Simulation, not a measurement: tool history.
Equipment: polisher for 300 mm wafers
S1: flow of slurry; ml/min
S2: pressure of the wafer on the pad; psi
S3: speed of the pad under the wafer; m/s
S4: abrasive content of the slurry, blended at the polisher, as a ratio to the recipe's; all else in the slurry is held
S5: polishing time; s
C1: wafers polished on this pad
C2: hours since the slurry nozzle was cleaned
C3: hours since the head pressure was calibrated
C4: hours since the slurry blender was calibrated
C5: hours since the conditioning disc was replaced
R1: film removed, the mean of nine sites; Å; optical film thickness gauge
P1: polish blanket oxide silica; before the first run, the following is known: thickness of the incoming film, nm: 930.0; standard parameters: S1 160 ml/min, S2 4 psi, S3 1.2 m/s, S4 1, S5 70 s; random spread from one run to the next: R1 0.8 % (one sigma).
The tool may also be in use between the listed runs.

run	hour	S1	S2	S3	S4	S5	C1	C2	C3	C4	C5	R1
1	7.1	160	4	1.2	1	70	709	131.9	919.5	98.4	59.9	2175
2	12.5	160	4	1.2	1	98	770	137.3	924.9	103.8	65.3	3072.4
3	20.3	160	4	0.72	1	70	859	145.1	932.7	111.6	73.1	1439.2
4	28	160	4	1.9	1	70	946	152.8	940.4	119.3	80.8	3108.5
5	33.3	245	4	1.2	0.75	70	1006	158.1	945.7	124.6	86.1	2017.8
6	37.3	160	4	1.2	1	46	1052	162.1	949.7	128.6	90.1	1433.7
# hour 43.7: head pressure recalibrated
7	44.1	160	4	1.2	1.4	70	1129	168.9	0.5	135.4	96.9	2481.9
8	49.5	160	6.2	1.2	1	70	1190	174.3	5.9	140.8	102.3	3365.5
9	52.9	160	1.9	1.2	1	88	1229	177.7	9.3	144.2	105.7	1308.8
10	58.1	160	1.8	1.2	1	70	1288	182.9	14.5	149.4	110.9	976.81
11	61.9	160	4	1.2	1	70	1331	186.7	18.3	153.2	114.7	2173.8
12	65.5	160	4	1.2	1	70	1372	190.3	21.9	156.8	118.3	2177.8
13	70	160	4	1.2	1	70	1423	194.8	26.4	161.3	122.8	2206.6
14	75	160	4	1.2	0.55	70	1480	199.8	31.4	166.3	127.8	1564.7
# hour 78.3: conditioning disc replaced and pad reconditioned
15	79	160	4	1.2	1	70	1526	203.8	35.4	170.3	0.7	2150
16	86.1	95	4	1.2	1	70	1606	210.9	42.5	177.4	7.8	1956.7
17	92.4	160	4	1.2	1	70	1678	217.2	48.8	183.7	14.1	2190.5
18	99.9	225	4	1.2	1	70	1763	224.7	56.3	191.2	21.6	2283.1
19	107	160	4	1.2	1	70	1844	231.8	63.4	198.3	28.7	2135.8
20	111.2	160	4	1.2	1	70	1891	236	67.6	202.5	32.9	2152.8
21	115.3	160	4	1.2	1	70	1938	240.1	71.7	206.6	37	2095.9
22	119.7	160	4	1.2	1	70	1988	244.5	76.1	211	41.4	2047.4
23	126.3	160	4	1.2	1	70	2063	251.1	82.7	217.6	48	2049.6
# hour 133.5: head pressure recalibrated
24	134	160	4	1.2	1	70	2151	258.8	0.6	225.3	55.7	2008.1
# hour 135.7: worn pad replaced by a new one
# hour 137.1: conditioning disc replaced and pad reconditioned
25	137.6	160	4	1.2	1	70	21	262.4	4.2	228.9	0.6	2009
26	143	160	4	1.2	1	70	83	267.8	9.6	234.3	6	2023.9
27	150.7	160	4	1.2	1	70	170	275.5	17.3	242	13.7	1988.1
28	156.9	160	4	1.2	1	70	240	281.7	23.5	248.2	19.9	1983.8

What P1 gives has crept off from where it sat before. The 2 causes that follow fit the log equally well, each at the size noted:
A: slurry flow missing at the pad, % = 36
B: abrasive missing from the slurry, % = 17.1
Creep in the process output first set in at about hour 107.
What rules out each remaining cause:
removal rate lost through wear of the pad, %: was serviced at hour 135.7, once the creep was under way, yet the earlier output never came back
head's pressure below its setpoint, %: was serviced at hour 133.5, once the creep was under way, yet the earlier output never came back
time polished since the conditioner stopped cutting, s: was serviced at hour 137.1, once the creep was under way, yet the earlier output never came back

Of the 4 check runs listed below, each run on one wafer and each result written as a question mark, which would let you distinguish the listed causes because they would give clearly different results?
check 1	163.1	160	6.1	1.2	1	70						?
check 2	163.1	95	4	1.2	1.4	70						?
check 3	163.1	160	5	1.2	1	70						?
check 4	163.1	160	2.2	0.8	1	70						?

Check results expected under each cause:
check	result	if A	if B
check 1	R1	3036.6	3036.4
check 2	R1	1949.7	2085.1
check 3	R1	2489	2488.9
check 4	R1	791.78	791.73
Gap, in per cent, between the two causes that each check separates least, read from the result that separates them most: check 1 0.01 %; check 2 6.71 %; check 3 0.01 %; check 4 0.01 %
Check 2 is the one run that separates the causes; every other check would come out nearly the same whichever cause is at work.

Check 2 was carried out, with these results: R1 2083.6 Å. Which of the listed causes is responsible?

The correct cause is B, namely: abrasive missing from the slurry, %.

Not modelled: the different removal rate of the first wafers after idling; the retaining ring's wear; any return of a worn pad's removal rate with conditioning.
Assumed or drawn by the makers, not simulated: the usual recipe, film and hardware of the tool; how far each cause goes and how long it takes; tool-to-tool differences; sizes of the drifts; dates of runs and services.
